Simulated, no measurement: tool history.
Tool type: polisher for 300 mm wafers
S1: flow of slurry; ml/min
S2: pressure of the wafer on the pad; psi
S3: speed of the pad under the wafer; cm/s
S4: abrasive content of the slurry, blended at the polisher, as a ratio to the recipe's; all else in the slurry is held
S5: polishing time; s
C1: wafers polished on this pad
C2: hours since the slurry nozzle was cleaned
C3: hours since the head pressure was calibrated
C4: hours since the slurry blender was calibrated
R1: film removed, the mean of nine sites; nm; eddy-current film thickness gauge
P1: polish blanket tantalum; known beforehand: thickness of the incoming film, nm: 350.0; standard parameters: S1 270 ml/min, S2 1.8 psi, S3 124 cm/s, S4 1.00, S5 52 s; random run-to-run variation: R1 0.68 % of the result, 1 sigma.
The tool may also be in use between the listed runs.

{"run": 1, "hour": 4.6, "S1": 270, "S2": 1.8, "S3": 124, "S4": 1.0, "S5": 52, "C1": 443, "C2": 263.7, "C3": 121.5, "C4": 339.7, "R1": 113.0}
{"run": 2, "hour": 8.1, "S1": 270, "S2": 1.8, "S3": 64, "S4": 1.0, "S5": 52, "C1": 484, "C2": 267.2, "C3": 125.0, "C4": 343.2, "R1": 57.842}
{"run": 3, "hour": 14.1, "S1": 420, "S2": 1.8, "S3": 124, "S4": 1.0, "S5": 52, "C1": 553, "C2": 273.2, "C3": 131.0, "C4": 349.2, "R1": 119.14}
{"hour": 14.9, "done": "slurry blender recalibrated"}
{"run": 4, "hour": 21.4, "S1": 270, "S2": 0.9, "S3": 124, "S4": 1.0, "S5": 52, "C1": 638, "C2": 280.5, "C3": 138.3, "C4": 6.6, "R1": 57.216}
{"run": 5, "hour": 28.5, "S1": 270, "S2": 2.8, "S3": 124, "S4": 1.0, "S5": 52, "C1": 720, "C2": 287.6, "C3": 145.4, "C4": 13.7, "R1": 177.79}
{"run": 6, "hour": 35.5, "S1": 270, "S2": 1.4, "S3": 60, "S4": 1.0, "S5": 52, "C1": 801, "C2": 294.6, "C3": 152.4, "C4": 20.7, "R1": 42.929}
{"run": 7, "hour": 41.2, "S1": 270, "S2": 1.8, "S3": 124, "S4": 1.0, "S5": 52, "C1": 867, "C2": 300.3, "C3": 158.1, "C4": 26.4, "R1": 114.8}
{"run": 8, "hour": 45.8, "S1": 270, "S2": 1.8, "S3": 124, "S4": 1.45, "S5": 52, "C1": 921, "C2": 304.9, "C3": 162.7, "C4": 31.0, "R1": 125.38}
{"run": 9, "hour": 49.4, "S1": 270, "S2": 1.8, "S3": 124, "S4": 1.0, "S5": 52, "C1": 962, "C2": 308.5, "C3": 166.3, "C4": 34.6, "R1": 114.21}
{"run": 10, "hour": 53.3, "S1": 270, "S2": 1.8, "S3": 124, "S4": 1.0, "S5": 52, "C1": 1007, "C2": 312.4, "C3": 170.2, "C4": 38.5, "R1": 112.52}
{"run": 11, "hour": 58.1, "S1": 270, "S2": 1.8, "S3": 58, "S4": 1.0, "S5": 37, "C1": 1063, "C2": 317.2, "C3": 175.0, "C4": 43.3, "R1": 37.558}
{"run": 12, "hour": 63.0, "S1": 270, "S2": 1.8, "S3": 124, "S4": 1.0, "S5": 30, "C1": 1120, "C2": 322.1, "C3": 179.9, "C4": 48.2, "R1": 65.224}
{"run": 13, "hour": 69.7, "S1": 160, "S2": 1.8, "S3": 124, "S4": 1.0, "S5": 52, "C1": 1198, "C2": 328.8, "C3": 186.6, "C4": 54.9, "R1": 108.07}
{"run": 14, "hour": 76.3, "S1": 270, "S2": 1.8, "S3": 124, "S4": 1.0, "S5": 52, "C1": 1274, "C2": 335.4, "C3": 193.2, "C4": 61.5, "R1": 113.6}
{"run": 15, "hour": 80.3, "S1": 270, "S2": 1.8, "S3": 124, "S4": 1.0, "S5": 52, "C1": 1320, "C2": 339.4, "C3": 197.2, "C4": 65.5, "R1": 113.77}
{"run": 16, "hour": 86.2, "S1": 270, "S2": 1.8, "S3": 124, "S4": 0.55, "S5": 52, "C1": 1389, "C2": 345.3, "C3": 203.1, "C4": 71.4, "R1": 91.531}
{"run": 17, "hour": 91.9, "S1": 270, "S2": 1.8, "S3": 124, "S4": 1.0, "S5": 52, "C1": 1455, "C2": 351.0, "C3": 208.8, "C4": 77.1, "R1": 112.64}

The next listed run, before its measurement:
{"run": 18, "hour": 97.5, "S1": 270, "S2": 1.8, "S3": 124, "S4": 1.0, "S5": 73, "C1": 1520, "C2": 356.6, "C3": 214.4, "C4": 82.7, "R1": "?"}

R1: 159.570 nm
